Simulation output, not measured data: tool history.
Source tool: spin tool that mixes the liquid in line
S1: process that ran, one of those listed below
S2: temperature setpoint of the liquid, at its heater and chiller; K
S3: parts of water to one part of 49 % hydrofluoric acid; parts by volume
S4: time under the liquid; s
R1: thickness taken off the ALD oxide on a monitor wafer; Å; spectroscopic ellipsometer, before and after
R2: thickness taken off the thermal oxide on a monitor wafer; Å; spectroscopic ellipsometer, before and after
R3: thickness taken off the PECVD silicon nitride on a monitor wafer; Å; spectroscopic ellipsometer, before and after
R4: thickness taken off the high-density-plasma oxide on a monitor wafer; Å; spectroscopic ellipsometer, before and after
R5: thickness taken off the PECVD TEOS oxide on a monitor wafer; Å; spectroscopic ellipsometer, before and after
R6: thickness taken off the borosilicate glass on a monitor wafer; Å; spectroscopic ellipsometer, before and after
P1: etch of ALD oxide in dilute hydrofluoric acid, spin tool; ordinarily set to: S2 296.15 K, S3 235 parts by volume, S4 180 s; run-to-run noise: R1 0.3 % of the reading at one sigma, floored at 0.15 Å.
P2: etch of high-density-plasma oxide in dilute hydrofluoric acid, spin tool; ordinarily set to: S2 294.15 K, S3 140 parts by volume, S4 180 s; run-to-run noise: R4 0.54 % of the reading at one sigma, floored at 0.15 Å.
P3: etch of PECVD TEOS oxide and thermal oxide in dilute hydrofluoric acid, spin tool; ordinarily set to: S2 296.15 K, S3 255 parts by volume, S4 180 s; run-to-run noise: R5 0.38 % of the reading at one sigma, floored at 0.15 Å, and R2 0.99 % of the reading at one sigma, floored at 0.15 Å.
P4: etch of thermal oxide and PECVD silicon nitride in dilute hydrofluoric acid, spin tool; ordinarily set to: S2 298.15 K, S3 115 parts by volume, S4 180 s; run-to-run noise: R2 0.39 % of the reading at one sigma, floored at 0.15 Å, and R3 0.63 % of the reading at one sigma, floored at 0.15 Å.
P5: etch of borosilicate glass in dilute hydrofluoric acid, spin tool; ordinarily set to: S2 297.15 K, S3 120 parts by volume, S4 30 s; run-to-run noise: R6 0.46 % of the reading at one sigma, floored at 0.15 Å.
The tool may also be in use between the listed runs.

run 1 hour=17.9 | S1=P1 S2=296.15 S3=235 S4=180 | R1=72.321
run 2 hour=34.2 | S1=P4 S2=298.15 S3=115 S4=80 | R2=32.649 R3=22.168
run 3 hour=50.1 | S1=P4 S2=292.65 S3=115 S4=180 | R2=59.232 R3=34.589
run 4 hour=62.5 | S1=P2 S2=290.15 S3=140 S4=180 | R4=48.210
run 5 hour=74.9 | S1=P1 S2=296.15 S3=235 S4=180 | R1=72.520
run 6 hour=91.8 | S1=P1 S2=302.65 S3=235 S4=180 | R1=90.684
run 7 hour=103.0 | S1=P3 S2=302.15 S3=255 S4=180 | R2=33.817 R5=87.702
run 8 hour=112.0 | S1=P2 S2=294.15 S3=140 S4=180 | R4=56.262
run 9 hour=129.2 | S1=P2 S2=294.15 S3=140 S4=180 | R4=56.398
run 10 hour=138.9 | S1=P4 S2=298.15 S3=165 S4=180 | R2=48.690 R3=34.346
run 11 hour=153.2 | S1=P3 S2=296.15 S3=255 S4=295 | R2=44.136 R5=115.890
run 12 hour=162.2 | S1=P1 S2=296.15 S3=235 S4=180 | R1=72.179
run 13 hour=178.9 | S1=P3 S2=296.15 S3=405 S4=180 | R2=14.968 R5=38.544
run 14 hour=189.5 | S1=P1 S2=296.15 S3=235 S4=75 | R1=29.991
run 15 hour=206.5 | S1=P5 S2=297.15 S3=120 S4=15 | R6=57.953
-- hour=213.9 hydrofluoric acid flow meter replaced
run 16 hour=223.4 | S1=P4 S2=298.15 S3=115 S4=180 | R2=73.252 R3=49.534
run 17 hour=234.1 | S1=P2 S2=294.15 S3=140 S4=325 | R4=101.970
run 18 hour=251.3 | S1=P1 S2=296.15 S3=365 S4=180 | R1=41.069
run 19 hour=264.0 | S1=P4 S2=298.15 S3=115 S4=180 | R2=73.361 R3=49.195
run 20 hour=277.8 | S1=P1 S2=303.15 S3=235 S4=25 | R1=12.786
run 21 hour=290.7 | S1=P3 S2=296.15 S3=255 S4=180 | R2=27.081 R5=71.020
run 22 hour=303.1 | S1=P5 S2=297.15 S3=120 S4=30 | R6=116.370
run 23 hour=319.9 | S1=P2 S2=294.15 S3=195 S4=180 | R4=38.151
run 24 hour=329.0 | S1=P5 S2=297.15 S3=215 S4=30 | R6=58.341
run 25 hour=340.6 | S1=P3 S2=296.15 S3=255 S4=180 | R2=27.158 R5=71.432
run 26 hour=351.5 | S1=P1 S2=296.15 S3=235 S4=180 | R1=72.319
run 27 hour=362.1 | S1=P1 S2=296.15 S3=235 S4=180 | R1=72.439
run 28 hour=377.2 | S1=P5 S2=302.65 S3=120 S4=30 | R6=142.710
run 29 hour=392.4 | S1=P1 S2=292.15 S3=235 S4=180 | R1=62.538
run 30 hour=408.1 | S1=P1 S2=296.15 S3=235 S4=180 | R1=72.485
run 31 hour=416.8 | S1=P1 S2=296.15 S3=235 S4=270 | R1=108.710
run 32 hour=434.5 | S1=P1 S2=296.15 S3=60 S4=180 | R1=345.710
run 33 hour=449.7 | S1=P5 S2=297.15 S3=120 S4=30 | R6=116.070

The next listed run, before its measurement:
run 34 hour=458.1 | S1=P1 S2=296.15 S3=235 S4=180 | R1=?

Run 34 yielded R1 72.320 Å.

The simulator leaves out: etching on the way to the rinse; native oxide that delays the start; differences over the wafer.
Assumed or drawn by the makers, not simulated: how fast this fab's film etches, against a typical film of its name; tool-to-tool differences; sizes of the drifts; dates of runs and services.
